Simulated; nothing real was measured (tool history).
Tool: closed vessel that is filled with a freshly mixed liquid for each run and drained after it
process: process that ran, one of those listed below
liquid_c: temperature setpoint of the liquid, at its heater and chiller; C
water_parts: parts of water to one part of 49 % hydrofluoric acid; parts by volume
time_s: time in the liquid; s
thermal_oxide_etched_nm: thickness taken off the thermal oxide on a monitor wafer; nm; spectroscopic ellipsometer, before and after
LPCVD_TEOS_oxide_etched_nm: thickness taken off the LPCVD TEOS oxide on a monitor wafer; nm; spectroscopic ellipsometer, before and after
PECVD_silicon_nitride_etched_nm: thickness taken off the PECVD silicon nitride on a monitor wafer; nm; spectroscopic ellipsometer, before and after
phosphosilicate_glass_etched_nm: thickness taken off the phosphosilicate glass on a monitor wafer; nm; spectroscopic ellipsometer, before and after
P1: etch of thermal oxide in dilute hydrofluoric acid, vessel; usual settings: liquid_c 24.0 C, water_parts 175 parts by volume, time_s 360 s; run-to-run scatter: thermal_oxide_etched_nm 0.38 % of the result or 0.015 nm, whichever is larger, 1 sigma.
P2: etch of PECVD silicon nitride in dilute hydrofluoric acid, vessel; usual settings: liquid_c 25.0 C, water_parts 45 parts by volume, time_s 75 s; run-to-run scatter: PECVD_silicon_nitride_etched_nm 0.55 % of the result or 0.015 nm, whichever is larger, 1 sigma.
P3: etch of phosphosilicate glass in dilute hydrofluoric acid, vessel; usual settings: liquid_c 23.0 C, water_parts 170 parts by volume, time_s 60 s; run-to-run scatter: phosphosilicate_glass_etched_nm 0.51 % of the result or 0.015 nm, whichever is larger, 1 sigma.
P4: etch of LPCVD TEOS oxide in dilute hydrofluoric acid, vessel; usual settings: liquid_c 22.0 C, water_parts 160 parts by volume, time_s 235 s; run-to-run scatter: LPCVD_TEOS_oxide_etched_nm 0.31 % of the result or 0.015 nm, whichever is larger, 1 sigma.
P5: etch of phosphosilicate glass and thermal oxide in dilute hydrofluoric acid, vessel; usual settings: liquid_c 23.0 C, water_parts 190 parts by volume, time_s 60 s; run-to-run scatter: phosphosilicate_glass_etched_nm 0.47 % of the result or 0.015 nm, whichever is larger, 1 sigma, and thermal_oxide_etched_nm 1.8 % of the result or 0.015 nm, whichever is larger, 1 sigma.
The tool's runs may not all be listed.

run	hour	process	liquid_c	water_parts	time_s	hours since the thermometer was replaced	hours since the hydrofluoric acid flow meter was replaced	thermal_oxide_etched_nm	LPCVD_TEOS_oxide_etched_nm	PECVD_silicon_nitride_etched_nm	phosphosilicate_glass_etched_nm
1	7.6	P1	24.0	175	360	415.3	795.0	8.86030			
2	12.4	P4	22.0	255	235	420.1	799.8		25.153		
3	19.9	P4	22.0	160	440	427.6	807.3		82.761		
4	24.5	P4	22.0	160	235	432.2	811.9		44.176		
5	32.3	P2	25.0	30	75	440.0	819.7			14.7770	
6	40.0	P1	20.5	175	360	447.7	827.4	7.75020			
7	44.8	P1	24.0	175	360	452.5	832.2	8.79990			
8	51.4	P3	23.0	255	60	459.1	838.8				36.340
9	57.2	P1	24.0	65	360	464.9	844.6	26.92000			
10	63.3	P5	23.0	190	85	471.0	850.7	1.87330			67.751
11	70.5	P4	17.0	160	235	478.2	857.9		35.872		
12	76.7	P4	22.0	160	235	484.4	864.1		44.013		
13	84.2	P1	24.0	245	360	491.9	871.6	5.84490			
14	90.3	P1	28.0	175	360	498.0	877.7	10.28800			
15	95.7	P1	24.0	175	30	503.4	883.1	0.73653			
16	103.0	P5	28.0	190	60	510.7	890.4	1.56530			57.074
17	109.7	P2	29.5	45	75	517.4	897.1			13.4760	
18	116.4	P5	23.0	90	60	524.1	903.8	3.08570			112.920
19	121.9	P5	23.0	190	60	529.6	909.3	1.28550			47.400
20	125.5	P1	24.0	75	75	533.2	912.9	4.81250			
21	131.6	P3	23.0	170	30	539.3	919.0				29.834
22	137.6	P1	24.0	175	360	545.3	925.0	8.90250			
# hour 141.4: thermometer replaced
23	144.0	P3	30.0	170	60	2.7	931.4				76.629
24	148.9	P2	25.0	45	40	7.6	936.3			5.2673	
25	154.1	P1	24.0	175	360	12.8	941.5	8.81890			
26	159.7	P2	25.0	45	75	18.4	947.1			10.0340	
27	166.9	P3	23.0	170	60	25.6	954.3				59.806
28	171.8	P1	24.0	175	600	30.5	959.2	14.63100			
29	177.3	P5	23.0	190	60	36.0	964.7	1.30900			47.729
30	182.8	P1	24.0	175	360	41.5	970.2	8.87610			
31	187.7	P3	23.0	170	60	46.4	975.1				59.927
32	192.1	P1	24.0	175	360	50.8	979.5	8.82190			
33	198.4	P1	24.0	175	360	57.1	985.8	9.06500			
34	203.9	P1	24.0	175	360	62.6	991.3	9.29300			
35	210.2	P1	24.0	175	360	68.9	997.6	9.39250			
36	217.9	P1	24.0	175	360	76.6	1005.3	9.40310			

The next listed run, before its measurement:
37	225.4	P1	24.0	175	360	84.1	1012.8	?			

thermal_oxide_etched_nm: 9.50250 nm

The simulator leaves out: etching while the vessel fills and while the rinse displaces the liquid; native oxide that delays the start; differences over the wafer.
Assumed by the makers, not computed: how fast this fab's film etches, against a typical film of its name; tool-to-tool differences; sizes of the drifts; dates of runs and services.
